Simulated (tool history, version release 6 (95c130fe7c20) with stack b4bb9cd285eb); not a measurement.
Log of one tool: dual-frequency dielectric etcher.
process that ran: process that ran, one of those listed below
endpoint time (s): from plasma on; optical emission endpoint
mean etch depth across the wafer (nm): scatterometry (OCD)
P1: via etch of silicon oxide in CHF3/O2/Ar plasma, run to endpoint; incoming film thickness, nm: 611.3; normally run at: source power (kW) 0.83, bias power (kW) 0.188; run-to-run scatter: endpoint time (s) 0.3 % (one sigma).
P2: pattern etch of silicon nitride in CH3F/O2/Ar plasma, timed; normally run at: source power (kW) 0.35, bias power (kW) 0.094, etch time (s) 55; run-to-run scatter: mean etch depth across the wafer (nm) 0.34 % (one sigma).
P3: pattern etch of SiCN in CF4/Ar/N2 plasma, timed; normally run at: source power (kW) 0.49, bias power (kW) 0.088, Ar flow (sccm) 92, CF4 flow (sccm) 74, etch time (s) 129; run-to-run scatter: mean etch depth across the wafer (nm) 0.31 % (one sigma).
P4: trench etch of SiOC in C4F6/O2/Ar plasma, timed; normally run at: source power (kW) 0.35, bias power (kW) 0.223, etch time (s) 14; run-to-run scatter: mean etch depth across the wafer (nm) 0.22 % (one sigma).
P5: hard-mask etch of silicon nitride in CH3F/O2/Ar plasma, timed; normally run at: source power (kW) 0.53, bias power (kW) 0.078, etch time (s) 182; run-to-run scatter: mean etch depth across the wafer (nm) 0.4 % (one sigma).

| run | day | process that ran | source power (kW) | bias power (kW) | etch time (s) | Ar flow (sccm) | CF4 flow (sccm) | hours since the last wet clean | hours since the last source power generator calibration | hours since the last bias power generator calibration | endpoint time (s) | mean etch depth across the wafer (nm) |
|---|---|---|---|---|---|---|---|---|---|---|---|---|
| 1 | 0.125 | P1 | 0.83 | 0.188 |  |  |  | 446.9 | 1856.6 | 2971.4 | 271.29 |  |
| 2 | 0.333 | P1 | 0.53 | 0.188 |  |  |  | 451.9 | 1861.6 | 2976.4 | 320.66 |  |
| 3 | 0.533 | P2 | 0.35 | 0.128 | 55 |  |  | 456.7 | 1866.4 | 2981.2 |  | 45.705 |
| 4 | 0.767 | P4 | 0.35 | 0.223 | 14 |  |  | 462.3 | 1872 | 2986.8 |  | 29.824 |
| 5 | 0.954 | P5 | 0.53 | 0.078 | 182 |  |  | 466.8 | 1876.5 | 2991.3 |  | 146.43 |
| 6 | 1.088 | P1 | 0.83 | 0.188 |  |  |  | 470 | 1879.7 | 2994.5 | 270.91 |  |
| 7 | 1.362 | P4 | 0.35 | 0.223 | 14 |  |  | 476.6 | 1886.3 | 3001.1 |  | 29.771 |
| 8 | 1.488 | P5 | 0.53 | 0.101 | 182 |  |  | 479.6 | 1889.3 | 3004.1 |  | 162.26 |
| 9 | 1.762 | P5 | 0.53 | 0.078 | 100 |  |  | 486.2 | 1895.9 | 3010.7 |  | 81.037 |
| 10 | 2.042 | P3 | 0.49 | 0.088 | 129 | 61 | 74 | 492.9 | 1902.6 | 3017.4 |  | 135.85 |
| 11 | 2.3 | P1 | 1.02 | 0.188 |  |  |  | 499.1 | 1908.8 | 3023.6 | 250.31 |  |
| 12 | 2.508 | P3 | 0.49 | 0.088 | 129 | 92 | 74 | 504.1 | 1913.8 | 3028.6 |  | 128.99 |
| 13 | 2.754 | P1 | 0.83 | 0.188 |  |  |  | 510 | 1919.7 | 3034.5 | 269.47 |  |
| 14 | 2.896 | P3 | 0.49 | 0.124 | 129 | 92 | 74 | 513.4 | 1923.1 | 3037.9 |  | 145.74 |
| 15 | 3.088 | P2 | 0.44 | 0.094 | 55 |  |  | 518 | 1927.7 | 3042.5 |  | 43.974 |
| 16 | 3.254 | P1 | 0.61 | 0.144 |  |  |  | 522 | 1931.7 | 3046.5 | 334.16 |  |
| 17 | 3.429 | P3 | 0.49 | 0.088 | 163 | 92 | 74 | 526.2 | 1935.9 | 3050.7 |  | 162.19 |
| 18 | 3.592 | P1 | 0.83 | 0.188 |  |  |  | 530.1 | 1939.8 | 3054.6 | 271.08 |  |
| 19 | 3.729 | P3 | 0.61 | 0.088 | 129 | 92 | 74 | 533.4 | 1943.1 | 3057.9 |  | 156.91 |
| 20 | 3.983 | P3 | 0.49 | 0.088 | 129 | 92 | 104 | 539.5 | 1949.2 | 3064 |  | 134.66 |
| 21 | 4.242 | P5 | 0.53 | 0.078 | 182 |  |  | 545.7 | 1955.4 | 3070.2 |  | 146.09 |
| 22 | 4.421 | P1 | 0.83 | 0.244 |  |  |  | 550 | 1959.7 | 3074.5 | 247.62 |  |
| 23 | 4.683 | P2 | 0.35 | 0.094 | 34.5 |  |  | 556.3 | 1966 | 3080.8 |  | 25.375 |
| 24 | 4.929 | P1 | 0.83 | 0.188 |  |  |  | 562.2 | 1971.9 | 3086.7 | 269.42 |  |
| 25 | 5.142 | P4 | 0.35 | 0.223 | 17.5 |  |  | 567.3 | 1977 | 3091.8 |  | 37.333 |
| 26 | 5.329 | P4 | 0.35 | 0.175 | 14 |  |  | 571.8 | 1981.5 | 3096.3 |  | 27.508 |
| 27 | 5.517 | P1 | 0.83 | 0.147 |  |  |  | 576.3 | 1986 | 3100.8 | 293.58 |  |
| 28 | 5.779 | P4 | 0.45 | 0.223 | 14 |  |  | 582.6 | 1992.3 | 3107.1 |  | 32.857 |
| 29 | 6.05 | P5 | 0.63 | 0.078 | 182 |  |  | 589.1 | 1998.8 | 3113.6 |  | 156.21 |
| 30 | 6.254 | P2 | 0.35 | 0.094 | 55 |  |  | 594 | 2003.7 | 3118.5 |  | 40.73 |
| 31 | 6.442 | P1 | 0.83 | 0.188 |  |  |  | 598.5 | 2008.2 | 3123 | 270.49 |  |
| 32 | 6.575 | P1 | 0.83 | 0.188 |  |  |  | 601.7 | 2011.4 | 3126.2 | 272.25 |  |
| 33 | 6.696 | P1 | 0.83 | 0.188 |  |  |  | 604.6 | 2014.3 | 3129.1 | 273.83 |  |
|  | 6.8 | wet clean of the chamber |
| 34 | 6.904 | P1 | 0.83 | 0.188 |  |  |  | 2.5 | 2019.3 | 3134.1 | 273.56 |  |
| 35 | 7.083 | P1 | 0.83 | 0.188 |  |  |  | 6.8 | 2023.6 | 3138.4 | 273.29 |  |
| 36 | 7.283 | P1 | 0.83 | 0.188 |  |  |  | 11.6 | 2028.4 | 3143.2 | 274.3 |  |
| 37 | 7.425 | P1 | 0.83 | 0.188 |  |  |  | 15 | 2031.8 | 3146.6 | 272.99 |  |

What P1 gives has crept away from where it was. These 2 causes fit the log equally well, each at the size given:
A: bias power that arrives under what is set, % = 4.87
B: source power that arrives under what is set, % = 4.2
The creep began at about day 6.442.
Why every other cause is out:
chamber walls in a state that lowers the etch rate, %: serviced at day 6.8, which brought nothing back

4 check runs are offered, each on 2 wafers whose results are averaged, their results left as question marks. Which one tells the causes apart?
| check 1 | 7.567 | P5 | 0.53 | 0.078 | 182 |  |  |  |  |  |  | ? |
| check 2 | 7.567 | P3 | 0.49 | 0.088 | 129 | 92 | 74 |  |  |  |  | ? |
| check 3 | 7.567 | P2 | 0.35 | 0.094 | 55 |  |  |  |  |  |  | ? |
| check 4 | 7.567 | P4 | 0.35 | 0.223 | 14 |  |  |  |  |  |  | ? |

What each check would give under each cause:
| check | result | if A | if B |
|---|---|---|---|
| check 1 | mean etch depth across the wafer (nm) | 144.46 | 144.56 |
| check 2 | mean etch depth across the wafer (nm) | 126.66 | 124.14 |
| check 3 | mean etch depth across the wafer (nm) | 39.838 | 39.926 |
| check 4 | mean etch depth across the wafer (nm) | 29.296 | 29.301 |
How far apart the two closest causes lie, in the result that separates them most: check 1 0.07 %; check 2 2.01 %; check 3 0.22 %; check 4 0.01 %
Check 2 tells the causes apart: in the others they would give nearly the same result.

Check 2 was then run and gave: mean etch depth across the wafer (nm) 126.75. Which cause is it?

It is A: bias power that arrives under what is set, %.

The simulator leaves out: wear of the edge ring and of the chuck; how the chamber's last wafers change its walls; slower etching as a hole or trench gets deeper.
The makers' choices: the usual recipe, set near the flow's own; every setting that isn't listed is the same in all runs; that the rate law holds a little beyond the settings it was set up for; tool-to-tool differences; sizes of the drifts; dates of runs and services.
